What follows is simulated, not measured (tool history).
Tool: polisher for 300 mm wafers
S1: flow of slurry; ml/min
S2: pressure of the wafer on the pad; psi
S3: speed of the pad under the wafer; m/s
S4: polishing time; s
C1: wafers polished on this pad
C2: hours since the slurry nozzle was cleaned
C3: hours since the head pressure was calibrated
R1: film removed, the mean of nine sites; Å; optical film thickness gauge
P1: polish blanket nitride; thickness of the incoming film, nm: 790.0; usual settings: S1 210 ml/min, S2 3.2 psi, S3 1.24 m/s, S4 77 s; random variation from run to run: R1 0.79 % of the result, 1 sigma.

run     day   S1   S2    S3   S4    C1     C2     C3      R1
  1   0.608  210  3.2  1.24   77   910     55   84.5  1349.4
  2   1.029  210  3.2  1.24   40  1032   65.1   94.6  701.24
  3    1.55  210    2  1.24   77  1183   77.6  107.1  852.88
  4     2.2  210  3.2  1.24   77  1371   93.2  122.7  1365.3
  5   2.771  210  2.2  0.86   77  1537  106.9  136.4  697.77
  6   3.312  285  3.2  0.68   77  1693  119.9  149.4  868.12
  7   3.854  130  3.2  1.24   77  1850  132.9  162.4  1258.1
  8   4.167  210  3.2  0.86   77  1941  140.4  169.9  1020.8
  9   4.808  210  4.9  1.24   77  2127  155.8  185.3  2060.8
 10     5.2  210  3.2  1.24   77  2240  165.2  194.7  1361.2
 11   5.846  210  3.2  1.24  120  2427  180.7  210.2    2106
 12   6.275  210  3.2  1.66   77  2551    191  220.5    1716
 13   6.567  210  3.2  1.24   77  2636    198  227.5  1352.7
 14   6.983  210  3.2  1.24   77  2757    208  237.5  1348.9
 15   7.329  335  3.2  1.24   77  2857  216.3  245.8  1416.2
 16   7.817  210  3.2  1.24   77  2998    228  257.5    1351
 17   8.408  210  3.2  1.24   77  3169  242.2  271.7  1294.7
 18   8.804  210  3.2  1.24   77  3284  251.7  281.2  1299.2
 19   9.142  210  3.2  1.24   77  3382  259.8  289.3  1271.1
 20   9.483  210  3.2  1.24   77  3481    268  297.5  1262.8
 21   9.896  210  3.2  1.24   77  3600  277.9  307.4  1270.8
 22  10.425  210  3.2  1.24   77  3753  290.6  320.1  1256.5
     10.733  -- worn pad replaced by a new one
 23  11.088  210  3.2  1.24   77   103  306.5    336  1240.8
 24  11.529  210  3.2  1.24   77   231  317.1  346.6  1242.5
 25  11.975  210  3.2  1.24   77   360  327.8  357.3  1234.4
 26   12.55  210  3.2  1.24   77   526  341.6  371.1  1248.2

What P1 gives has crept away from where it was. These 2 causes fit the log equally well, each at the size given:
A: slurry flow missing at the pad, % = 39
B: head's pressure below its setpoint, % = 7.69
The creep began at about day 7.817.
Why every other cause is out:
removal rate lost through wear of the pad, %: serviced at day 10.733, which brought nothing back

4 check runs are offered, each on 5 wafers whose results are averaged, their results left as question marks. Which one tells the causes apart?
check 1  13.125  325  3.2  1.24   77               ?
check 2  13.125  210  4.9   1.6   77               ?
check 3  13.125  210  3.2  1.24  105               ?
check 4  13.125  210  2.5  1.24  109               ?

What each check would give under each cause:
  check  result    if A    if B
check 1      R1  1344.9  1308.9
check 2      R1    2349  2348.5
check 3      R1    1706  1705.7
check 4      R1  1383.6  1383.3
How far apart the two closest causes lie, in the result that separates them most: check 1 2.71 %; check 2 0.02 %; check 3 0.02 %; check 4 0.02 %
Only check 1 tells the causes apart: in the others they would give nearly the same result.

Check 1 was then run and gave: R1 1308.9 Å. Which cause is it?

It is B: head's pressure below its setpoint, %.
